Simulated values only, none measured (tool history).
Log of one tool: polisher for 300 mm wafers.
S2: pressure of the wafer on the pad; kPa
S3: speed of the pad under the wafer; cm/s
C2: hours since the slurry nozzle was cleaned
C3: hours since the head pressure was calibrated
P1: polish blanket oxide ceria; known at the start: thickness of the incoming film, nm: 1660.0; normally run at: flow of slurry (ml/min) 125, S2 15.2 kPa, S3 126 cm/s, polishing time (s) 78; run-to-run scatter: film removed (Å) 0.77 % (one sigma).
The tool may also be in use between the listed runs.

{"run": 1, "day": 0.296, "flow of slurry (ml/min)": 125, "S2": 15.2, "S3": 126, "polishing time (s)": 78, "wafers polished on this pad": 327, "C2": 263.3, "C3": 873, "film removed (Å)": 3600.4}
{"run": 2, "day": 0.596, "flow of slurry (ml/min)": 125, "S2": 15.2, "S3": 126, "polishing time (s)": 78, "wafers polished on this pad": 422, "C2": 270.5, "C3": 880.2, "film removed (Å)": 3577.7}
{"run": 3, "day": 0.854, "flow of slurry (ml/min)": 125, "S2": 15.2, "S3": 126, "polishing time (s)": 120, "wafers polished on this pad": 504, "C2": 276.7, "C3": 886.4, "film removed (Å)": 5444.5}
{"run": 4, "day": 1.046, "flow of slurry (ml/min)": 75, "S2": 15.2, "S3": 126, "polishing time (s)": 78, "wafers polished on this pad": 565, "C2": 281.3, "C3": 891, "film removed (Å)": 3155.2}
{"run": 5, "day": 1.408, "flow of slurry (ml/min)": 125, "S2": 15.2, "S3": 126, "polishing time (s)": 78, "wafers polished on this pad": 681, "C2": 290, "C3": 899.7, "film removed (Å)": 3551.4}
{"run": 6, "day": 1.625, "flow of slurry (ml/min)": 125, "S2": 15.2, "S3": 188, "polishing time (s)": 78, "wafers polished on this pad": 750, "C2": 295.2, "C3": 904.9, "film removed (Å)": 5225.9}
{"run": 7, "day": 2.0, "flow of slurry (ml/min)": 125, "S2": 22.8, "S3": 126, "polishing time (s)": 78, "wafers polished on this pad": 869, "C2": 304.2, "C3": 913.9, "film removed (Å)": 5333.6}
{"run": 8, "day": 2.321, "flow of slurry (ml/min)": 170, "S2": 15.2, "S3": 126, "polishing time (s)": 78, "wafers polished on this pad": 972, "C2": 311.9, "C3": 921.6, "film removed (Å)": 3765.1}
{"run": 9, "day": 2.567, "flow of slurry (ml/min)": 125, "S2": 15.2, "S3": 64, "polishing time (s)": 117, "wafers polished on this pad": 1050, "C2": 317.8, "C3": 927.5, "film removed (Å)": 2727.1}
{"run": 10, "day": 2.946, "flow of slurry (ml/min)": 125, "S2": 15.2, "S3": 126, "polishing time (s)": 78, "wafers polished on this pad": 1171, "C2": 326.9, "C3": 936.6, "film removed (Å)": 3514.8}
{"run": 11, "day": 3.208, "flow of slurry (ml/min)": 125, "S2": 15.2, "S3": 68, "polishing time (s)": 78, "wafers polished on this pad": 1254, "C2": 333.2, "C3": 942.9, "film removed (Å)": 1912.1}
{"run": 12, "day": 3.371, "flow of slurry (ml/min)": 125, "S2": 11, "S3": 126, "polishing time (s)": 78, "wafers polished on this pad": 1306, "C2": 337.1, "C3": 946.8, "film removed (Å)": 2594.7}
{"run": 13, "day": 3.65, "flow of slurry (ml/min)": 125, "S2": 15.2, "S3": 126, "polishing time (s)": 78, "wafers polished on this pad": 1395, "C2": 343.8, "C3": 953.5, "film removed (Å)": 3537.4}
{"run": 14, "day": 3.967, "flow of slurry (ml/min)": 125, "S2": 15.2, "S3": 126, "polishing time (s)": 78, "wafers polished on this pad": 1496, "C2": 351.4, "C3": 961.1, "film removed (Å)": 3582}
{"run": 15, "day": 4.279, "flow of slurry (ml/min)": 125, "S2": 15.2, "S3": 126, "polishing time (s)": 41, "wafers polished on this pad": 1596, "C2": 358.9, "C3": 968.6, "film removed (Å)": 1856.3}
{"run": 16, "day": 4.658, "flow of slurry (ml/min)": 125, "S2": 15.2, "S3": 126, "polishing time (s)": 78, "wafers polished on this pad": 1716, "C2": 368, "C3": 977.7, "film removed (Å)": 3534.6}

Run 17 comes next. What will it give?
{"run": 17, "day": 4.892, "flow of slurry (ml/min)": 125, "S2": 15.2, "S3": 126, "polishing time (s)": 78, "wafers polished on this pad": 1791, "C2": 373.6, "C3": 983.3, "film removed (Å)": "?"}

{"run 17": {"film removed (Å)": 3467.5}}

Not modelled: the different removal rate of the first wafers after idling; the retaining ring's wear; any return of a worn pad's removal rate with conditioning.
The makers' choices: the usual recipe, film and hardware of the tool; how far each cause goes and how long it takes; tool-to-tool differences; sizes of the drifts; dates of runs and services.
